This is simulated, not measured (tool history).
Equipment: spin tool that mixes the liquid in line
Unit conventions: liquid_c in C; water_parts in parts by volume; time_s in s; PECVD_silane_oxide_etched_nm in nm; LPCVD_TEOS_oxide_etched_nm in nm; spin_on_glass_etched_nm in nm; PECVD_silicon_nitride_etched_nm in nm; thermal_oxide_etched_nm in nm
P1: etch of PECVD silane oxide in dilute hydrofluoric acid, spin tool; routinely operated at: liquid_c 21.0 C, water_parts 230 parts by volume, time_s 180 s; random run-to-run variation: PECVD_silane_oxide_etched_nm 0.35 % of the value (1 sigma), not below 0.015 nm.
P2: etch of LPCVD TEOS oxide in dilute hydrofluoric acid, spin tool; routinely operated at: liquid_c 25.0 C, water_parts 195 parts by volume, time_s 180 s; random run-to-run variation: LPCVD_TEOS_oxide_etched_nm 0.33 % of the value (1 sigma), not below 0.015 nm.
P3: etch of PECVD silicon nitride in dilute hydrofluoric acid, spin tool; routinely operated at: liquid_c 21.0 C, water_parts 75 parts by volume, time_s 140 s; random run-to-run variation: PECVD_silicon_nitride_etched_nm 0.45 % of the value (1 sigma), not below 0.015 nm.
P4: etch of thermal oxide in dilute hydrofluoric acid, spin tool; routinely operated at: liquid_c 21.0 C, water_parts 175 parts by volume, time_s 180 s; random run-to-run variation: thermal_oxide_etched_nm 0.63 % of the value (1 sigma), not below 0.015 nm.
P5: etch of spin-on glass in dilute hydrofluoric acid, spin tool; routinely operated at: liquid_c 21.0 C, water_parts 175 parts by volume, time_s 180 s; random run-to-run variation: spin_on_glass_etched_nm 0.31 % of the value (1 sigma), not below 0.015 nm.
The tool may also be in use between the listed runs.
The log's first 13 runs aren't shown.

run,hour,process,liquid_c,water_parts,time_s,hours since the thermometer was replaced,hours since the hydrofluoric acid flow meter was replaced,PECVD_silane_oxide_etched_nm,LPCVD_TEOS_oxide_etched_nm,spin_on_glass_etched_nm,PECVD_silicon_nitride_etched_nm,thermal_oxide_etched_nm
14,175.3,P3,21.0,75,140,1387.0,111.4,,,,5.2502,
15,187.0,P3,21.0,75,140,1398.7,123.1,,,,5.1921,
16,197.0,P1,17.0,230,180,1408.7,133.1,7.8851,,,,
17,205.9,P3,21.0,75,15,1417.6,142.0,,,,0.5504,
18,217.1,P1,21.0,230,180,1428.8,153.2,9.1955,,,,
19,228.2,P2,30.5,195,180,1439.9,164.3,,24.732,,,
20,242.8,P5,21.0,175,180,1454.5,178.9,,,24.633,,
21,255.5,P4,26.5,175,180,1467.2,191.6,,,,,4.8307
22,264.4,P1,21.0,230,65,1476.1,200.5,3.3109,,,,
23,277.2,P4,21.0,175,350,1488.9,213.3,,,,,7.5694
24,290.8,P1,21.0,230,180,1502.5,226.9,9.2524,,,,
25,298.3,P4,21.0,285,180,1510.0,234.4,,,,,2.1695
26,306.7,P2,25.0,195,180,1518.4,242.8,,20.311,,,
27,321.8,P1,21.0,230,180,1533.5,257.9,9.2091,,,,

What does the tool deliver on the next run?
28,329.8,P1,21.0,320,180,1541.5,265.9,?,,,,

PECVD_silane_oxide_etched_nm: 6.0711 nm

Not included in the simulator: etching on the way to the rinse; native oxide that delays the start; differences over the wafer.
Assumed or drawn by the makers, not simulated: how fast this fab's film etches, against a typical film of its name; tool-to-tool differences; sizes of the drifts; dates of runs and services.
